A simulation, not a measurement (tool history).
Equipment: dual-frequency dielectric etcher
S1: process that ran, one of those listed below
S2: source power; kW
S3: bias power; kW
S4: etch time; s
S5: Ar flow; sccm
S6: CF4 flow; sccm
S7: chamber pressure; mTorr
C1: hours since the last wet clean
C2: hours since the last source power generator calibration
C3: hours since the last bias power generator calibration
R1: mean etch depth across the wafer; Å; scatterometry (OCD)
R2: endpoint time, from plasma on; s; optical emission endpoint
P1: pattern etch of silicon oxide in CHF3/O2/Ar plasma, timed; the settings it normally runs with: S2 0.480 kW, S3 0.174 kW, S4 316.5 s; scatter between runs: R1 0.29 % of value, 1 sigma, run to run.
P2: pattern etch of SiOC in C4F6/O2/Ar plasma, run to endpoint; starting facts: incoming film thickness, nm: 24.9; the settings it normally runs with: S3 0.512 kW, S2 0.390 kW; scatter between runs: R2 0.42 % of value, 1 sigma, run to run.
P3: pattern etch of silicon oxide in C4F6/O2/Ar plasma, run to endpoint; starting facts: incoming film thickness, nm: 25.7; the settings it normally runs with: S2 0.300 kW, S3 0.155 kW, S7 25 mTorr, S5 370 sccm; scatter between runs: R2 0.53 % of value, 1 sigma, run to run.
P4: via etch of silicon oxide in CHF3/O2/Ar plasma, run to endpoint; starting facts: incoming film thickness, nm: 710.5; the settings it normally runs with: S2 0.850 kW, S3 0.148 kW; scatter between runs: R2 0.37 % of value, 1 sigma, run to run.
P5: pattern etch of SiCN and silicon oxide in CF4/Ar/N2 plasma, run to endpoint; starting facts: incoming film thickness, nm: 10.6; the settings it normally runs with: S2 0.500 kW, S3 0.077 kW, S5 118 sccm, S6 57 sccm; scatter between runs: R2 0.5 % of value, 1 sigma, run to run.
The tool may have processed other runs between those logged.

Run 1, hour 11.8: S1 P1, S2 0.480 kW, S3 0.174 kW, S4 316.5 s; C1 96.5; C2 2074.7; C3 3009.9. Result: R1 5949.1 Å.
Run 2, hour 23.6: S1 P1, S2 0.480 kW, S3 0.174 kW, S4 316.5 s; C1 108.3; C2 2086.5; C3 3021.7. Result: R1 5958.6 Å.
Run 3, hour 33.6: S1 P4, S2 0.570 kW, S3 0.148 kW; C1 118.3; C2 2096.5; C3 3031.7. Result: R2 394.2300 s.
Run 4, hour 41.8: S1 P1, S2 0.480 kW, S3 0.138 kW, S4 316.5 s; C1 126.5; C2 2104.7; C3 3039.9. Result: R1 5485.8 Å.
At hour 58.0: source power generator calibrated.
Run 5, hour 58.0: S1 P1, S2 0.600 kW, S3 0.174 kW, S4 316.5 s; C1 142.7; C2 0.0; C3 3056.1. Result: R1 6474.6 Å.
Run 6, hour 72.3: S1 P5, S2 0.500 kW, S3 0.077 kW, S5 118 sccm, S6 45 sccm; C1 157.0; C2 14.3; C3 3070.4. Result: R2 12.0690 s.
Run 7, hour 81.6: S1 P2, S2 0.390 kW, S3 0.372 kW; C1 166.3; C2 23.6; C3 3079.7. Result: R2 9.6681 s.
Run 8, hour 91.1: S1 P1, S2 0.480 kW, S3 0.174 kW, S4 316.5 s; C1 175.8; C2 33.1; C3 3089.2. Result: R1 5924.3 Å.
At hour 93.3: wet clean of the chamber.
Run 9, hour 102.3: S1 P1, S2 0.480 kW, S3 0.174 kW, S4 224.0 s; C1 9.1; C2 44.3; C3 3100.4. Result: R1 4218.7 Å.
Run 10, hour 116.7: S1 P1, S2 0.480 kW, S3 0.174 kW, S4 438.0 s; C1 23.5; C2 58.7; C3 3114.8. Result: R1 8248.7 Å.
Run 11, hour 127.6: S1 P1, S2 0.480 kW, S3 0.212 kW, S4 316.5 s; C1 34.4; C2 69.6; C3 3125.7. Result: R1 6355.1 Å.
Run 12, hour 138.6: S1 P1, S2 0.480 kW, S3 0.174 kW, S4 316.5 s; C1 45.4; C2 80.6; C3 3136.7. Result: R1 5924.0 Å.
Run 13, hour 150.7: S1 P5, S2 0.500 kW, S3 0.077 kW, S5 118 sccm, S6 57 sccm; C1 57.5; C2 92.7; C3 3148.8. Result: R2 11.6060 s.
At hour 151.3: bias power generator calibrated.
Run 14, hour 165.6: S1 P5, S2 0.500 kW, S3 0.077 kW, S5 143 sccm, S6 57 sccm; C1 72.4; C2 107.6; C3 14.4. Result: R2 11.9070 s.
Run 15, hour 178.2: S1 P3, S2 0.190 kW, S3 0.155 kW, S5 370 sccm, S7 25 mTorr; C1 85.0; C2 120.2; C3 27.0. Result: R2 12.1350 s.
Run 16, hour 190.9: S1 P5, S2 0.500 kW, S3 0.077 kW, S5 118 sccm, S6 57 sccm; C1 97.7; C2 132.9; C3 39.7. Result: R2 11.7800 s.
Run 17, hour 207.5: S1 P3, S2 0.300 kW, S3 0.099 kW, S5 370 sccm, S7 25 mTorr; C1 114.3; C2 149.5; C3 56.3. Result: R2 11.4940 s.
Run 18, hour 224.2: S1 P1, S2 0.480 kW, S3 0.174 kW, S4 316.5 s; C1 131.0; C2 166.2; C3 73.0. Result: R1 5930.0 Å.
Run 19, hour 241.9: S1 P3, S2 0.300 kW, S3 0.155 kW, S5 370 sccm, S7 35 mTorr; C1 148.7; C2 183.9; C3 90.7. Result: R2 10.5130 s.
Run 20, hour 251.8: S1 P2, S2 0.390 kW, S3 0.512 kW; C1 158.6; C2 193.8; C3 100.6. Result: R2 8.5195 s.
Run 21, hour 267.8: S1 P1, S2 0.480 kW, S3 0.174 kW, S4 316.5 s; C1 174.6; C2 209.8; C3 116.6. Result: R1 5976.6 Å.
Run 22, hour 283.7: S1 P5, S2 0.500 kW, S3 0.050 kW, S5 118 sccm, S6 57 sccm; C1 190.5; C2 225.7; C3 132.5. Result: R2 13.5180 s.
Run 23, hour 292.9: S1 P4, S2 0.850 kW, S3 0.184 kW; C1 199.7; C2 234.9; C3 141.7. Result: R2 316.6600 s.
Run 24, hour 310.1: S1 P1, S2 0.480 kW, S3 0.174 kW, S4 316.5 s; C1 216.9; C2 252.1; C3 158.9. Result: R1 5944.8 Å.
Run 25, hour 324.7: S1 P5, S2 0.340 kW, S3 0.077 kW, S5 118 sccm, S6 57 sccm; C1 231.5; C2 266.7; C3 173.5. Result: R2 16.2990 s.
Run 26, hour 342.1: S1 P1, S2 0.350 kW, S3 0.174 kW, S4 316.5 s; C1 248.9; C2 284.1; C3 190.9. Result: R1 5274.6 Å.
Run 27, hour 356.0: S1 P3, S2 0.300 kW, S3 0.155 kW, S5 282 sccm, S7 25 mTorr; C1 262.8; C2 298.0; C3 204.8. Result: R2 9.7338 s.
Run 28, hour 367.3: S1 P2, S2 0.510 kW, S3 0.512 kW; C1 274.1; C2 309.3; C3 216.1. Result: R2 7.7501 s.
Run 29, hour 376.8: S1 P3, S2 0.300 kW, S3 0.155 kW, S5 370 sccm, S7 25 mTorr; C1 283.6; C2 318.8; C3 225.6. Result: R2 9.9834 s.
Run 30, hour 385.7: S1 P1, S2 0.480 kW, S3 0.115 kW, S4 174.0 s; C1 292.5; C2 327.7; C3 234.5. Result: R1 2875.5 Å.
Run 31, hour 394.8: S1 P4, S2 0.850 kW, S3 0.148 kW; C1 301.6; C2 336.8; C3 243.6. Result: R2 340.2900 s.
Run 32, hour 404.4: S1 P1, S2 0.480 kW, S3 0.174 kW, S4 316.5 s; C1 311.2; C2 346.4; C3 253.2. Result: R1 5938.7 Å.
Run 33, hour 416.8: S1 P1, S2 0.480 kW, S3 0.174 kW, S4 316.5 s; C1 323.6; C2 358.8; C3 265.6. Result: R1 5968.4 Å.
Run 34, hour 433.3: S1 P1, S2 0.480 kW, S3 0.174 kW, S4 316.5 s; C1 340.1; C2 375.3; C3 282.1. Result: R1 5911.9 Å.
Run 35, hour 445.0: S1 P1, S2 0.480 kW, S3 0.174 kW, S4 316.5 s; C1 351.8; C2 387.0; C3 293.8. Result: R1 5876.4 Å.
Run 36, hour 456.2: S1 P1, S2 0.480 kW, S3 0.174 kW, S4 316.5 s; C1 363.0; C2 398.2; C3 305.0. Result: R1 5907.2 Å.
Run 37, hour 465.8: S1 P1, S2 0.480 kW, S3 0.174 kW, S4 316.5 s; C1 372.6; C2 407.8; C3 314.6. Result: R1 5891.3 Å.
Run 38, hour 482.3: S1 P1, S2 0.480 kW, S3 0.174 kW, S4 316.5 s; C1 389.1; C2 424.3; C3 331.1. Result: R1 5886.8 Å.
Run 39, hour 495.8: S1 P1, S2 0.480 kW, S3 0.174 kW, S4 316.5 s; C1 402.6; C2 437.8; C3 344.6. Result: R1 5863.6 Å.

The next listed run, before its measurement:
At hour 496.5: wet clean of the chamber.
Run 40, hour 512.6: S1 P1, S2 0.480 kW, S3 0.174 kW, S4 316.5 s; C1 16.1; C2 454.6; C3 361.4. Result: R1 ?.

Run 40 produced R1 5894.0 Å.
